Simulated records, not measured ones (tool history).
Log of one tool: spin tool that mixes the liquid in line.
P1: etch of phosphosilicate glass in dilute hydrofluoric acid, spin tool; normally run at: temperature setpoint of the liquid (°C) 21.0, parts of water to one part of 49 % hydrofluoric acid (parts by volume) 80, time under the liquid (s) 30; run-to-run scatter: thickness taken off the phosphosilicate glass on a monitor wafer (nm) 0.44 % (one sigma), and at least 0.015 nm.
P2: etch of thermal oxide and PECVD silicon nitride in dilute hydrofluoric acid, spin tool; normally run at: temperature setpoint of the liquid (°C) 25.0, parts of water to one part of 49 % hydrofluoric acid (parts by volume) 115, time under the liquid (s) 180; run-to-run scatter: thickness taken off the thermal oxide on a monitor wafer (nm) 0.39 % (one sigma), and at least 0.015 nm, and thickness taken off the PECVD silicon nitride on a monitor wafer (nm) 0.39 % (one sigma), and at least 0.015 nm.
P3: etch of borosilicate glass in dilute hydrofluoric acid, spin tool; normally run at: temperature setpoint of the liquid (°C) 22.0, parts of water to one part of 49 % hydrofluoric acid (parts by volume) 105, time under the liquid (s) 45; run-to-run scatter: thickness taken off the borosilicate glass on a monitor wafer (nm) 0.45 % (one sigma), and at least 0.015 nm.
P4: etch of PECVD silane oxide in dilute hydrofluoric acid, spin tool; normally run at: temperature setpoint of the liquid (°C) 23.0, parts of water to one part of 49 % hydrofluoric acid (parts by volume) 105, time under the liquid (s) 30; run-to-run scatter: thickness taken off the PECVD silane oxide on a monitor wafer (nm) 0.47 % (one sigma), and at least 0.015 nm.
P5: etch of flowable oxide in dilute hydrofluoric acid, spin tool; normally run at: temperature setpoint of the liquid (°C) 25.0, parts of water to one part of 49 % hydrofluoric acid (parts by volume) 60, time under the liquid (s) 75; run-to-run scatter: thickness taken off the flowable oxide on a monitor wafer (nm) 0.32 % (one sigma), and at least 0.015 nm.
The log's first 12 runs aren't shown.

| run | hour | process that ran | temperature setpoint of the liquid (°C) | parts of water to one part of 49 % hydrofluoric acid (parts by volume) | time under the liquid (s) | thickness taken off the phosphosilicate glass on a monitor wafer (nm) | thickness taken off the borosilicate glass on a monitor wafer (nm) | thickness taken off the flowable oxide on a monitor wafer (nm) | thickness taken off the PECVD silane oxide on a monitor wafer (nm) | thickness taken off the thermal oxide on a monitor wafer (nm) | thickness taken off the PECVD silicon nitride on a monitor wafer (nm) |
|---|---|---|---|---|---|---|---|---|---|---|---|
| 13 | 58.9 | P4 | 23.0 | 105 | 30 |  |  |  | 12.1430 |  |  |
| 14 | 63.5 | P2 | 17.0 | 115 | 180 |  |  |  |  | 5.4289 | 3.2538 |
| 15 | 66.9 | P2 | 25.0 | 195 | 180 |  |  |  |  | 4.0665 | 3.3222 |
| 16 | 72.7 | P3 | 22.0 | 150 | 45 |  | 8.1310 |  |  |  |  |
| 17 | 79.0 | P5 | 32.0 | 60 | 75 |  |  | 61.106 |  |  |  |
| 18 | 83.4 | P4 | 23.0 | 105 | 15 |  |  |  | 6.0218 |  |  |
| 19 | 88.8 | P1 | 29.0 | 80 | 30 | 93.453 |  |  |  |  |  |
| 20 | 92.9 | P3 | 22.0 | 105 | 45 |  | 12.3950 |  |  |  |  |
| 21 | 97.3 | P1 | 21.0 | 25 | 30 | 232.360 |  |  |  |  |  |
| 22 | 101.2 | P5 | 25.0 | 25 | 75 |  |  | 116.710 |  |  |  |
| 23 | 107.5 | P1 | 17.0 | 80 | 30 | 57.276 |  |  |  |  |  |
| 24 | 110.7 | P4 | 23.0 | 150 | 30 |  |  |  | 7.9868 |  |  |
| 25 | 114.7 | P1 | 26.5 | 120 | 30 | 53.655 |  |  |  |  |  |
| 26 | 118.4 | P1 | 21.0 | 80 | 15 | 33.747 |  |  |  |  |  |
| 27 | 122.0 | P1 | 17.5 | 80 | 15 | 29.203 |  |  |  |  |  |
| 28 | 125.6 | P5 | 25.0 | 60 | 75 |  |  | 46.851 |  |  |  |
| 29 | 131.9 | P2 | 25.0 | 115 | 180 |  |  |  |  | 7.5499 | 5.5738 |
| 30 | 137.5 | P4 | 17.5 | 105 | 30 |  |  |  | 9.5802 |  |  |
| 31 | 143.8 | P1 | 17.0 | 80 | 55 | 105.500 |  |  |  |  |  |
| 32 | 148.9 | P1 | 21.0 | 80 | 30 | 68.175 |  |  |  |  |  |
| 33 | 152.1 | P1 | 21.0 | 80 | 30 | 66.300 |  |  |  |  |  |
| 34 | 158.1 | P1 | 21.0 | 80 | 30 | 63.837 |  |  |  |  |  |
| 35 | 163.0 | P1 | 21.0 | 80 | 30 | 63.416 |  |  |  |  |  |

Run 36 comes next. What will it give?
| 36 | 166.3 | P1 | 21.0 | 80 | 30 | ? |  |  |  |  |  |

{"run 36": {"thickness taken off the phosphosilicate glass on a monitor wafer (nm)": 62.753}}
